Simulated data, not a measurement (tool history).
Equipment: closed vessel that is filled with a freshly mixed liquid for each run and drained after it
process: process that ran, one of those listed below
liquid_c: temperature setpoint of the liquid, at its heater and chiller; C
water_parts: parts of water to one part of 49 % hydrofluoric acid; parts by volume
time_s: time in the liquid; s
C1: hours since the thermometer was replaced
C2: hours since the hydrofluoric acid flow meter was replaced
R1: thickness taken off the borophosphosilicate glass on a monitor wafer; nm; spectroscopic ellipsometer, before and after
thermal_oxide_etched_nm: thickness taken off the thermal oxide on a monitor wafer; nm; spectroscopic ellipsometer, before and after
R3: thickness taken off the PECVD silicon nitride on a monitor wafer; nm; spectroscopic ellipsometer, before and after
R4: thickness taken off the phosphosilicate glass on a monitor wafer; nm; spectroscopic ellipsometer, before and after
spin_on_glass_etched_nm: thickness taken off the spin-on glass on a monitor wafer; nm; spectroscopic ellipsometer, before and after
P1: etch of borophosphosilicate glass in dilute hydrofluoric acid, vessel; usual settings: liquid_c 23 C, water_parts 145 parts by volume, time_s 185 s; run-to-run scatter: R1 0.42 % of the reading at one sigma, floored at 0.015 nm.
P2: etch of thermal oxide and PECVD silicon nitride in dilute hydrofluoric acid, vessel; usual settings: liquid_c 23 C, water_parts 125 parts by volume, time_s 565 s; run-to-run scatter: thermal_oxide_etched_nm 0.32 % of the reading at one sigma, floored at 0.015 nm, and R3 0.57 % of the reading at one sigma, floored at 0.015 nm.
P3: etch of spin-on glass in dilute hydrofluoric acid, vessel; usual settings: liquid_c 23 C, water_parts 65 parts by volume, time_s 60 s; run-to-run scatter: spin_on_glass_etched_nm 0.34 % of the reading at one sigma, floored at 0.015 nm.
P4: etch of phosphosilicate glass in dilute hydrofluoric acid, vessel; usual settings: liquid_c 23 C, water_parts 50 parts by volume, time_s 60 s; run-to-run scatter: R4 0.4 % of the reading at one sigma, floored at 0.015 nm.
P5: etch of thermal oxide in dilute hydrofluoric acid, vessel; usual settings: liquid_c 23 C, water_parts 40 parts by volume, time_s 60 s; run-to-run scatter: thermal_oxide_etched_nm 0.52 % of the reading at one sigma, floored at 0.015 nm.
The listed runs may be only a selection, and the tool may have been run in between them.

Run 1, hour 3.1: process P1, liquid_c 23 C, water_parts 145 parts by volume, time_s 185 s; C1 562.3; C2 67.3. Result: R1 50.643 nm.
Run 2, hour 6.2: process P2, liquid_c 23 C, water_parts 125 parts by volume, time_s 565 s; C1 565.4; C2 70.4. Result: thermal_oxide_etched_nm 19.844 nm, R3 9.3749 nm.
Run 3, hour 10.1: process P4, liquid_c 23 C, water_parts 50 parts by volume, time_s 30 s; C1 569.3; C2 74.3. Result: R4 59.43 nm.
Run 4, hour 14: process P2, liquid_c 23 C, water_parts 125 parts by volume, time_s 1125 s; C1 573.2; C2 78.2. Result: thermal_oxide_etched_nm 39.471 nm, R3 18.601 nm.
Run 5, hour 16.1: process P3, liquid_c 23 C, water_parts 30 parts by volume, time_s 60 s; C1 575.3; C2 80.3. Result: spin_on_glass_etched_nm 116.63 nm.
Run 6, hour 18.6: process P5, liquid_c 23 C, water_parts 40 parts by volume, time_s 60 s; C1 577.8; C2 82.8. Result: thermal_oxide_etched_nm 6.8523 nm.
Run 7, hour 20.6: process P4, liquid_c 23 C, water_parts 50 parts by volume, time_s 60 s; C1 579.8; C2 84.8. Result: R4 118.63 nm.
Run 8, hour 24.5: process P1, liquid_c 23 C, water_parts 260 parts by volume, time_s 185 s; C1 583.7; C2 88.7. Result: R1 24.979 nm.
Run 9, hour 26.7: process P3, liquid_c 23 C, water_parts 65 parts by volume, time_s 60 s; C1 585.9; C2 90.9. Result: spin_on_glass_etched_nm 51.697 nm.
Run 10, hour 31: process P1, liquid_c 23 C, water_parts 30 parts by volume, time_s 185 s; C1 590.2; C2 95.2. Result: R1 282.06 nm.
Run 11, hour 34.3: process P1, liquid_c 23 C, water_parts 145 parts by volume, time_s 185 s; C1 593.5; C2 98.5. Result: R1 50.581 nm.
Run 12, hour 38.1: process P5, liquid_c 23 C, water_parts 25 parts by volume, time_s 60 s; C1 597.3; C2 102.3. Result: thermal_oxide_etched_nm 11.148 nm.
Run 13, hour 40.2: process P4, liquid_c 23 C, water_parts 70 parts by volume, time_s 60 s; C1 599.4; C2 104.4. Result: R4 82.437 nm.
Run 14, hour 43.9: process P1, liquid_c 23 C, water_parts 145 parts by volume, time_s 185 s; C1 603.1; C2 108.1. Result: R1 50.439 nm.
Run 15, hour 46.6: process P1, liquid_c 23 C, water_parts 145 parts by volume, time_s 80 s; C1 605.8; C2 110.8. Result: R1 21.965 nm.
Run 16, hour 49.7: process P3, liquid_c 23 C, water_parts 65 parts by volume, time_s 60 s; C1 608.9; C2 113.9. Result: spin_on_glass_etched_nm 51.765 nm.
Run 17, hour 51.8: process P1, liquid_c 28 C, water_parts 215 parts by volume, time_s 185 s; C1 611; C2 116. Result: R1 37.91 nm.
Run 18, hour 56.1: process P1, liquid_c 23 C, water_parts 145 parts by volume, time_s 185 s; C1 615.3; C2 120.3. Result: R1 50.513 nm.
Run 19, hour 58.8: process P2, liquid_c 23 C, water_parts 125 parts by volume, time_s 565 s; C1 618; C2 123. Result: thermal_oxide_etched_nm 19.843 nm, R3 9.4355 nm.
Run 20, hour 63: process P1, liquid_c 23 C, water_parts 145 parts by volume, time_s 185 s; C1 622.2; C2 127.2. Result: R1 50.47 nm.
Run 21, hour 65.2: process P5, liquid_c 17 C, water_parts 40 parts by volume, time_s 60 s; C1 624.4; C2 129.4. Result: thermal_oxide_etched_nm 5.2092 nm.
Run 22, hour 69.5: process P3, liquid_c 23 C, water_parts 65 parts by volume, time_s 30 s; C1 628.7; C2 133.7. Result: spin_on_glass_etched_nm 25.912 nm.
Run 23, hour 71.6: process P1, liquid_c 17 C, water_parts 235 parts by volume, time_s 185 s; C1 630.8; C2 135.8. Result: R1 22.594 nm.
Run 24, hour 75.4: process P5, liquid_c 23 C, water_parts 40 parts by volume, time_s 60 s; C1 634.6; C2 139.6. Result: thermal_oxide_etched_nm 6.7987 nm.
Run 25, hour 79.5: process P2, liquid_c 23 C, water_parts 220 parts by volume, time_s 565 s; C1 638.7; C2 143.7. Result: thermal_oxide_etched_nm 10.182 nm, R3 5.3507 nm.
Run 26, hour 82: process P1, liquid_c 23 C, water_parts 145 parts by volume, time_s 185 s; C1 641.2; C2 146.2. Result: R1 50.566 nm.
Run 27, hour 85.5: process P1, liquid_c 17 C, water_parts 145 parts by volume, time_s 185 s; C1 644.7; C2 149.7. Result: R1 39.493 nm.
Run 28, hour 87.9: process P3, liquid_c 30 C, water_parts 65 parts by volume, time_s 60 s; C1 647.1; C2 152.1. Result: spin_on_glass_etched_nm 68.299 nm.
Run 29, hour 90.2: process P2, liquid_c 29 C, water_parts 125 parts by volume, time_s 565 s; C1 649.4; C2 154.4. Result: thermal_oxide_etched_nm 24.94 nm, R3 13.914 nm.
Run 30, hour 92.6: process P5, liquid_c 23 C, water_parts 40 parts by volume, time_s 30 s; C1 651.8; C2 156.8. Result: thermal_oxide_etched_nm 3.4316 nm.
Run 31, hour 95.2: process P1, liquid_c 31.5 C, water_parts 145 parts by volume, time_s 185 s; C1 654.4; C2 159.4. Result: R1 69.346 nm.
Run 32, hour 97.8: process P1, liquid_c 23 C, water_parts 145 parts by volume, time_s 185 s; C1 657; C2 162. Result: R1 50.495 nm.
Run 33, hour 101.3: process P4, liquid_c 27.5 C, water_parts 50 parts by volume, time_s 60 s; C1 660.5; C2 165.5. Result: R4 143.04 nm.
Run 34, hour 105.1: process P1, liquid_c 23 C, water_parts 145 parts by volume, time_s 285 s; C1 664.3; C2 169.3. Result: R1 77.613 nm.
Run 35, hour 108.9: process P1, liquid_c 23 C, water_parts 145 parts by volume, time_s 185 s; C1 668.1; C2 173.1. Result: R1 50.763 nm.
Run 36, hour 110.9: process P1, liquid_c 23 C, water_parts 145 parts by volume, time_s 185 s; C1 670.1; C2 175.1. Result: R1 49.908 nm.
Run 37, hour 113.2: process P1, liquid_c 23 C, water_parts 145 parts by volume, time_s 185 s; C1 672.4; C2 177.4. Result: R1 49.578 nm.
Run 38, hour 117.2: process P1, liquid_c 23 C, water_parts 145 parts by volume, time_s 185 s; C1 676.4; C2 181.4. Result: R1 48.468 nm.
Run 39, hour 119.6: process P1, liquid_c 23 C, water_parts 145 parts by volume, time_s 185 s; C1 678.8; C2 183.8. Result: R1 48.442 nm.
Run 40, hour 122.8: process P1, liquid_c 23 C, water_parts 145 parts by volume, time_s 185 s; C1 682; C2 187. Result: R1 48.207 nm.
Run 41, hour 126: process P1, liquid_c 23 C, water_parts 145 parts by volume, time_s 185 s; C1 685.2; C2 190.2. Result: R1 48.125 nm.
Run 42, hour 128.6: process P1, liquid_c 23 C, water_parts 145 parts by volume, time_s 185 s; C1 687.8; C2 192.8. Result: R1 48.007 nm.
Run 43, hour 131.3: process P1, liquid_c 23 C, water_parts 145 parts by volume, time_s 185 s; C1 690.5; C2 195.5. Result: R1 47.534 nm.
Run 44, hour 135.1: process P1, liquid_c 23 C, water_parts 145 parts by volume, time_s 185 s; C1 694.3; C2 199.3. Result: R1 47.998 nm.
Run 45, hour 137.6: process P1, liquid_c 23 C, water_parts 145 parts by volume, time_s 185 s; C1 696.8; C2 201.8. Result: R1 47.803 nm.
Run 46, hour 141.4: process P1, liquid_c 23 C, water_parts 145 parts by volume, time_s 185 s; C1 700.6; C2 205.6. Result: R1 47.354 nm.

What P1 gives has crept away from where it was. These 2 causes fit the log equally well, each at the size given:
A: liquid colder than its thermometer reads (K) = 1.48
B: hydrofluoric acid flow below the setpoint (%) = 4.82
The creep began at about hour 108.9.

Of the 4 check runs listed below, each run on one wafer and each result written as a question mark, which would let you distinguish the listed causes because they would give clearly different results?
Run check 1, hour 145.2: process P3, liquid_c 23 C, water_parts 65 parts by volume, time_s 60 s. Result: spin_on_glass_etched_nm ?.
Run check 2, hour 145.2: process P5, liquid_c 23 C, water_parts 40 parts by volume, time_s 60 s. Result: thermal_oxide_etched_nm ?.
Run check 3, hour 145.2: process P2, liquid_c 23 C, water_parts 125 parts by volume, time_s 565 s. Result: thermal_oxide_etched_nm ?, R3 ?.
Run check 4, hour 145.2: process P4, liquid_c 23 C, water_parts 50 parts by volume, time_s 60 s. Result: R4 ?.

If the cause were each of the candidates in turn, the checks would give the following:
  check                   result    if A    if B
check 1  spin_on_glass_etched_nm  48.664  49.032
check 2  thermal_oxide_etched_nm  6.4118  6.4767
check 3  thermal_oxide_etched_nm  18.713  18.748
check 3                       R3  8.5316  8.9623
check 4                       R4  111.68  112.71
Per-check spread between the two closest causes, in the result where they differ most: check 1 0.75 %; check 2 1.01 %; check 3 4.92 %; check 4 0.91 %
Check 3 distinguishes between the causes, while the remaining checks would return nearly the same result for all of them.

Check 3 was carried out, with these results: thermal_oxide_etched_nm 18.738 nm; R3 8.994 nm. Which of the listed causes is responsible?

It was cause B: hydrofluoric acid flow below the setpoint (%).

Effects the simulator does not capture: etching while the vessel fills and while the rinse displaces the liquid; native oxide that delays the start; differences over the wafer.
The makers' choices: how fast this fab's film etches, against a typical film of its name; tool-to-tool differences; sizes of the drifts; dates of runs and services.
